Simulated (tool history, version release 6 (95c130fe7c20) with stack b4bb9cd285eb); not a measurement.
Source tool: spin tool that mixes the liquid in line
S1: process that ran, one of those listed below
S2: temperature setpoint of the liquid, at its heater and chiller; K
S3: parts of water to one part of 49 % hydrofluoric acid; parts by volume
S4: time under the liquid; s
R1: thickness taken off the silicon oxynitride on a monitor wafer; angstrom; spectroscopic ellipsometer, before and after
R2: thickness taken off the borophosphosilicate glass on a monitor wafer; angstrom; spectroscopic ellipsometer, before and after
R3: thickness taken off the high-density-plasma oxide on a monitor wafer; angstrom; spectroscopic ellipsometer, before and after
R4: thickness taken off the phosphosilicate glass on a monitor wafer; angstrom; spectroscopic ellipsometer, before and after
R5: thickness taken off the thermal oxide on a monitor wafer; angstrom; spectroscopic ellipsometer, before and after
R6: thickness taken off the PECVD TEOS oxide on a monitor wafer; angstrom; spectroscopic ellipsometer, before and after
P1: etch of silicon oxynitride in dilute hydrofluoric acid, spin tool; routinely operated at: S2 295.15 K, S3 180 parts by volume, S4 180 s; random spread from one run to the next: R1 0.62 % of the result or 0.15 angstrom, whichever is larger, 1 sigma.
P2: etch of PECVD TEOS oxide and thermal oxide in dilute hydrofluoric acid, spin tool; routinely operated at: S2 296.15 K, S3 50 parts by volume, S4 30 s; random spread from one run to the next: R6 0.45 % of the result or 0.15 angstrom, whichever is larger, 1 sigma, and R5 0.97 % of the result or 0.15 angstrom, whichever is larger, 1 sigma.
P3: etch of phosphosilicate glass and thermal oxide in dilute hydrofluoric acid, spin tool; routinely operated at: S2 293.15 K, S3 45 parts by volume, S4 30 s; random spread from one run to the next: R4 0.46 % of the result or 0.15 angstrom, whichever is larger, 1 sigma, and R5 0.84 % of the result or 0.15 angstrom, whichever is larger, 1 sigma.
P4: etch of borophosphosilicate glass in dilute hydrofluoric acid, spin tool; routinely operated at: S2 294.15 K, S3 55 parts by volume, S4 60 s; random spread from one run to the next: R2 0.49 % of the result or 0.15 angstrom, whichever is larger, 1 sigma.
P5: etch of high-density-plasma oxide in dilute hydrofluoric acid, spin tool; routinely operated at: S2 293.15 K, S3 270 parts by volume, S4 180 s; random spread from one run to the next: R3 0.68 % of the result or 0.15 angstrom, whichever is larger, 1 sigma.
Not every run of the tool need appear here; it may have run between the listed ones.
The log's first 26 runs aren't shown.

Run 27, hour 219.5: S1 P4, S2 294.15 K, S3 55 parts by volume, S4 15 s. Result: R2 147.85 angstrom.
Run 28, hour 226.3: S1 P1, S2 295.15 K, S3 180 parts by volume, S4 25 s. Result: R1 4.8579 angstrom.
Run 29, hour 232.2: S1 P2, S2 296.15 K, S3 50 parts by volume, S4 15 s. Result: R5 12.982 angstrom, R6 70.183 angstrom.
Run 30, hour 237.5: S1 P1, S2 295.15 K, S3 180 parts by volume, S4 180 s. Result: R1 34.1130 angstrom.
Run 31, hour 243.9: S1 P1, S2 295.15 K, S3 180 parts by volume, S4 180 s. Result: R1 33.7400 angstrom.
Run 32, hour 252.6: S1 P1, S2 295.15 K, S3 180 parts by volume, S4 180 s. Result: R1 32.2460 angstrom.
Run 33, hour 261.4: S1 P1, S2 295.15 K, S3 180 parts by volume, S4 180 s. Result: R1 31.8810 angstrom.
Run 34, hour 267.9: S1 P1, S2 295.15 K, S3 180 parts by volume, S4 180 s. Result: R1 31.2540 angstrom.
Run 35, hour 273.8: S1 P1, S2 295.15 K, S3 180 parts by volume, S4 180 s. Result: R1 30.9470 angstrom.
Run 36, hour 279.1: S1 P1, S2 295.15 K, S3 180 parts by volume, S4 180 s. Result: R1 30.6970 angstrom.
Run 37, hour 285.4: S1 P1, S2 295.15 K, S3 180 parts by volume, S4 180 s. Result: R1 30.9910 angstrom.
Run 38, hour 294.8: S1 P1, S2 295.15 K, S3 180 parts by volume, S4 180 s. Result: R1 30.3270 angstrom.
Run 39, hour 304.5: S1 P1, S2 295.15 K, S3 180 parts by volume, S4 180 s. Result: R1 30.8190 angstrom.

Forecast run 40:
Run 40, hour 315.0: S1 P1, S2 295.15 K, S3 180 parts by volume, S4 180 s. Result: R1 ?.

For run 40 the tool returned R1 30.6510 angstrom.
